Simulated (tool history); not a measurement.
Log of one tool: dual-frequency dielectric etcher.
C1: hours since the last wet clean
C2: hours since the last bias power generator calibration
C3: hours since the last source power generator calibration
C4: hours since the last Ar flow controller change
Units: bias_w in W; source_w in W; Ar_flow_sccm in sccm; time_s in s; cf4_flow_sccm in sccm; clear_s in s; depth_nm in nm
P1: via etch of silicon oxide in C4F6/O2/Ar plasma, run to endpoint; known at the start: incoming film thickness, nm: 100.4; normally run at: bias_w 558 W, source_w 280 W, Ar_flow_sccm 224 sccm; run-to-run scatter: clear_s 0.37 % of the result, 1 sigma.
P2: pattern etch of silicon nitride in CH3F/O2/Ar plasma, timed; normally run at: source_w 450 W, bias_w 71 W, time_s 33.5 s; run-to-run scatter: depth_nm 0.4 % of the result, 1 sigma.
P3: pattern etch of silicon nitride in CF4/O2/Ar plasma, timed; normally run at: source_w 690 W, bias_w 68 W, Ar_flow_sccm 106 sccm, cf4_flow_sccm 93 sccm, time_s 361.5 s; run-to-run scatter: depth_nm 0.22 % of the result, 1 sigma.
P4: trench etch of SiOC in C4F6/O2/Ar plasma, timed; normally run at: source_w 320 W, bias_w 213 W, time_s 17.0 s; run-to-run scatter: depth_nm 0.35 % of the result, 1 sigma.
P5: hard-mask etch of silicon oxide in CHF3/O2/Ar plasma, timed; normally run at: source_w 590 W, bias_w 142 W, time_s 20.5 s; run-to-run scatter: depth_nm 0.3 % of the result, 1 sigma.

Run 1, hour 7.9: process P1, bias_w 558 W, source_w 280 W, Ar_flow_sccm 224 sccm; C1 243.3; C2 702.2; C3 863.4; C4 2250.3. Result: clear_s 23.663 s.
Run 2, hour 14.1: process P5, bias_w 89 W, source_w 590 W, time_s 20.5 s; C1 249.5; C2 708.4; C3 869.6; C4 2256.5. Result: depth_nm 31.787 nm.
Run 3, hour 24.0: process P1, bias_w 348 W, source_w 280 W, Ar_flow_sccm 174 sccm; C1 259.4; C2 718.3; C3 879.5; C4 2266.4. Result: clear_s 27.125 s.
Run 4, hour 33.2: process P3, bias_w 68 W, source_w 690 W, Ar_flow_sccm 106 sccm, time_s 361.5 s, cf4_flow_sccm 93 sccm; C1 268.6; C2 727.5; C3 888.7; C4 2275.6. Result: depth_nm 983.330 nm.
Run 5, hour 43.4: process P5, bias_w 142 W, source_w 590 W, time_s 20.5 s; C1 278.8; C2 737.7; C3 898.9; C4 2285.8. Result: depth_nm 36.487 nm.
Run 6, hour 50.6: process P1, bias_w 558 W, source_w 370 W, Ar_flow_sccm 224 sccm; C1 286.0; C2 744.9; C3 906.1; C4 2293.0. Result: clear_s 21.281 s.
Run 7, hour 60.7: process P1, bias_w 558 W, source_w 280 W, Ar_flow_sccm 224 sccm; C1 296.1; C2 755.0; C3 916.2; C4 2303.1. Result: clear_s 23.465 s.
Run 8, hour 68.5: process P3, bias_w 68 W, source_w 690 W, Ar_flow_sccm 106 sccm, time_s 361.5 s, cf4_flow_sccm 119 sccm; C1 303.9; C2 762.8; C3 924.0; C4 2310.9. Result: depth_nm 1007.400 nm.
Run 9, hour 78.1: process P4, bias_w 213 W, source_w 320 W, time_s 17.0 s; C1 313.5; C2 772.4; C3 933.6; C4 2320.5. Result: depth_nm 33.629 nm.
Run 10, hour 86.8: process P5, bias_w 142 W, source_w 380 W, time_s 20.5 s; C1 322.2; C2 781.1; C3 942.3; C4 2329.2. Result: depth_nm 31.073 nm.
Run 11, hour 96.4: process P3, bias_w 68 W, source_w 890 W, Ar_flow_sccm 106 sccm, time_s 361.5 s, cf4_flow_sccm 93 sccm; C1 331.8; C2 790.7; C3 951.9; C4 2338.8. Result: depth_nm 1222.500 nm.
Run 12, hour 105.8: process P1, bias_w 558 W, source_w 170 W, Ar_flow_sccm 224 sccm; C1 341.2; C2 800.1; C3 961.3; C4 2348.2. Result: clear_s 28.289 s.
Run 13, hour 111.7: process P3, bias_w 68 W, source_w 690 W, Ar_flow_sccm 127 sccm, time_s 361.5 s, cf4_flow_sccm 93 sccm; C1 347.1; C2 806.0; C3 967.2; C4 2354.1. Result: depth_nm 960.180 nm.
Run 14, hour 122.3: process P5, bias_w 142 W, source_w 590 W, time_s 20.5 s; C1 357.7; C2 816.6; C3 977.8; C4 2364.7. Result: depth_nm 36.643 nm.
Run 15, hour 132.0: process P3, bias_w 68 W, source_w 690 W, Ar_flow_sccm 106 sccm, time_s 226.0 s, cf4_flow_sccm 93 sccm; C1 367.4; C2 826.3; C3 987.5; C4 2374.4. Result: depth_nm 615.500 nm.
Run 16, hour 138.1: process P5, bias_w 142 W, source_w 590 W, time_s 28.5 s; C1 373.5; C2 832.4; C3 993.6; C4 2380.5. Result: depth_nm 50.972 nm.
Run 17, hour 145.3: process P3, bias_w 68 W, source_w 690 W, Ar_flow_sccm 106 sccm, time_s 361.5 s, cf4_flow_sccm 93 sccm; C1 380.7; C2 839.6; C3 1000.8; C4 2387.7. Result: depth_nm 984.400 nm.
Run 18, hour 155.1: process P2, bias_w 71 W, source_w 600 W, time_s 33.5 s; C1 390.5; C2 849.4; C3 1010.6; C4 2397.5. Result: depth_nm 27.277 nm.
Run 19, hour 162.0: process P2, bias_w 93 W, source_w 450 W, time_s 33.5 s; C1 397.4; C2 856.3; C3 1017.5; C4 2404.4. Result: depth_nm 26.762 nm.
Run 20, hour 169.0: process P1, bias_w 748 W, source_w 280 W, Ar_flow_sccm 224 sccm; C1 404.4; C2 863.3; C3 1024.5; C4 2411.4. Result: clear_s 20.990 s.
Run 21, hour 177.6: process P2, bias_w 71 W, source_w 450 W, time_s 33.5 s; C1 413.0; C2 871.9; C3 1033.1; C4 2420.0. Result: depth_nm 24.307 nm.
At hour 184.0: source power generator calibrated.
Run 22, hour 186.1: process P1, bias_w 558 W, source_w 280 W, Ar_flow_sccm 224 sccm; C1 421.5; C2 880.4; C3 2.1; C4 2428.5. Result: clear_s 23.624 s.
Run 23, hour 193.0: process P4, bias_w 213 W, source_w 320 W, time_s 23.0 s; C1 428.4; C2 887.3; C3 9.0; C4 2435.4. Result: depth_nm 45.238 nm.
Run 24, hour 199.3: process P4, bias_w 213 W, source_w 260 W, time_s 17.0 s; C1 434.7; C2 893.6; C3 15.3; C4 2441.7. Result: depth_nm 30.815 nm.
Run 25, hour 209.1: process P1, bias_w 345 W, source_w 280 W, Ar_flow_sccm 224 sccm; C1 444.5; C2 903.4; C3 25.1; C4 2451.5. Result: clear_s 28.218 s.
Run 26, hour 217.9: process P1, bias_w 558 W, source_w 280 W, Ar_flow_sccm 224 sccm; C1 453.3; C2 912.2; C3 33.9; C4 2460.3. Result: clear_s 23.649 s.
Run 27, hour 223.4: process P4, bias_w 213 W, source_w 320 W, time_s 17.0 s; C1 458.8; C2 917.7; C3 39.4; C4 2465.8. Result: depth_nm 33.442 nm.
Run 28, hour 229.2: process P4, bias_w 299 W, source_w 320 W, time_s 17.0 s; C1 464.6; C2 923.5; C3 45.2; C4 2471.6. Result: depth_nm 37.549 nm.
Run 29, hour 234.0: process P1, bias_w 558 W, source_w 280 W, Ar_flow_sccm 164 sccm; C1 469.4; C2 928.3; C3 50.0; C4 2476.4. Result: clear_s 22.870 s.
Run 30, hour 239.7: process P2, bias_w 71 W, source_w 450 W, time_s 48.5 s; C1 475.1; C2 934.0; C3 55.7; C4 2482.1. Result: depth_nm 35.513 nm.
At hour 242.3: bias power generator calibrated.
Run 31, hour 247.8: process P2, bias_w 71 W, source_w 450 W, time_s 33.5 s; C1 483.2; C2 5.6; C3 63.8; C4 2490.2. Result: depth_nm 24.232 nm.
Run 32, hour 257.9: process P1, bias_w 558 W, source_w 280 W, Ar_flow_sccm 283 sccm; C1 493.3; C2 15.7; C3 73.9; C4 2500.3. Result: clear_s 24.311 s.
Run 33, hour 263.6: process P3, bias_w 82 W, source_w 690 W, Ar_flow_sccm 106 sccm, time_s 361.5 s, cf4_flow_sccm 93 sccm; C1 499.0; C2 21.4; C3 79.6; C4 2506.0. Result: depth_nm 1056.700 nm.
Run 34, hour 271.5: process P1, bias_w 696 W, source_w 330 W, Ar_flow_sccm 224 sccm; C1 506.9; C2 29.3; C3 87.5; C4 2513.9. Result: clear_s 20.508 s.
Run 35, hour 280.2: process P1, bias_w 558 W, source_w 280 W, Ar_flow_sccm 224 sccm; C1 515.6; C2 38.0; C3 96.2; C4 2522.6. Result: clear_s 23.715 s.
Run 36, hour 289.2: process P1, bias_w 558 W, source_w 280 W, Ar_flow_sccm 224 sccm; C1 524.6; C2 47.0; C3 105.2; C4 2531.6. Result: clear_s 23.701 s.
Run 37, hour 299.9: process P1, bias_w 558 W, source_w 280 W, Ar_flow_sccm 224 sccm; C1 535.3; C2 57.7; C3 115.9; C4 2542.3. Result: clear_s 23.671 s.
Run 38, hour 310.8: process P1, bias_w 558 W, source_w 280 W, Ar_flow_sccm 224 sccm; C1 546.2; C2 68.6; C3 126.8; C4 2553.2. Result: clear_s 23.948 s.
At hour 312.0: wet clean of the chamber.
Run 39, hour 317.8: process P1, bias_w 558 W, source_w 280 W, Ar_flow_sccm 224 sccm; C1 5.8; C2 75.6; C3 133.8; C4 2560.2. Result: clear_s 23.981 s.
Run 40, hour 324.3: process P1, bias_w 558 W, source_w 280 W, Ar_flow_sccm 224 sccm; C1 12.3; C2 82.1; C3 140.3; C4 2566.7. Result: clear_s 23.926 s.
Run 41, hour 333.5: process P1, bias_w 558 W, source_w 280 W, Ar_flow_sccm 224 sccm; C1 21.5; C2 91.3; C3 149.5; C4 2575.9. Result: clear_s 23.889 s.
Run 42, hour 338.9: process P1, bias_w 558 W, source_w 280 W, Ar_flow_sccm 224 sccm; C1 26.9; C2 96.7; C3 154.9; C4 2581.3. Result: clear_s 24.026 s.
Run 43, hour 348.4: process P1, bias_w 558 W, source_w 280 W, Ar_flow_sccm 224 sccm; C1 36.4; C2 106.2; C3 164.4; C4 2590.8. Result: clear_s 24.033 s.
Run 44, hour 357.0: process P1, bias_w 558 W, source_w 280 W, Ar_flow_sccm 224 sccm; C1 45.0; C2 114.8; C3 173.0; C4 2599.4. Result: clear_s 23.913 s.
Run 45, hour 362.9: process P1, bias_w 558 W, source_w 280 W, Ar_flow_sccm 224 sccm; C1 50.9; C2 120.7; C3 178.9; C4 2605.3. Result: clear_s 24.099 s.

What P1 gives has crept away from where it was. These 2 causes fit the log equally well, each at the size given:
A: bias power that arrives under what is set, % = 4.72
B: source power that arrives under what is set, % = 4.97
The creep began at about hour 280.2.
Why every other cause is out:
chamber walls in a state that lowers the etch rate, %: serviced at hour 312.0, which brought nothing back
Ar flow that arrives over what is set, %: at most 8, which would move clear_s by +0.9 %: too little, or the wrong way

4 check runs are offered, one wafer each, their results left as question marks. Which one tells the causes apart?
Run check 1, hour 368.8: process P4, bias_w 243 W, source_w 320 W, time_s 22.5 s. Result: depth_nm ?.
Run check 2, hour 368.8: process P3, bias_w 68 W, source_w 690 W, Ar_flow_sccm 106 sccm, time_s 236.0 s, cf4_flow_sccm 93 sccm. Result: depth_nm ?.
Run check 3, hour 368.8: process P5, bias_w 142 W, source_w 440 W, time_s 25.0 s. Result: depth_nm ?.
Run check 4, hour 368.8: process P2, bias_w 71 W, source_w 560 W, time_s 33.5 s. Result: depth_nm ?.

What each check would give under each cause:
  check    result     if A     if B
check 1  depth_nm   45.581   45.445
check 2  depth_nm  629.220  613.630
check 3  depth_nm   39.329   39.177
check 4  depth_nm   25.991   25.900
How far apart the two closest causes lie, in the result that separates them most: check 1 0.3 %; check 2 2.51 %; check 3 0.39 %; check 4 0.35 %
Check 2 tells the causes apart: in the others they would give nearly the same result.

Check 2 was then run and gave: depth_nm 613.230 nm. Which cause is it?

It is B: source power that arrives under what is set, %.
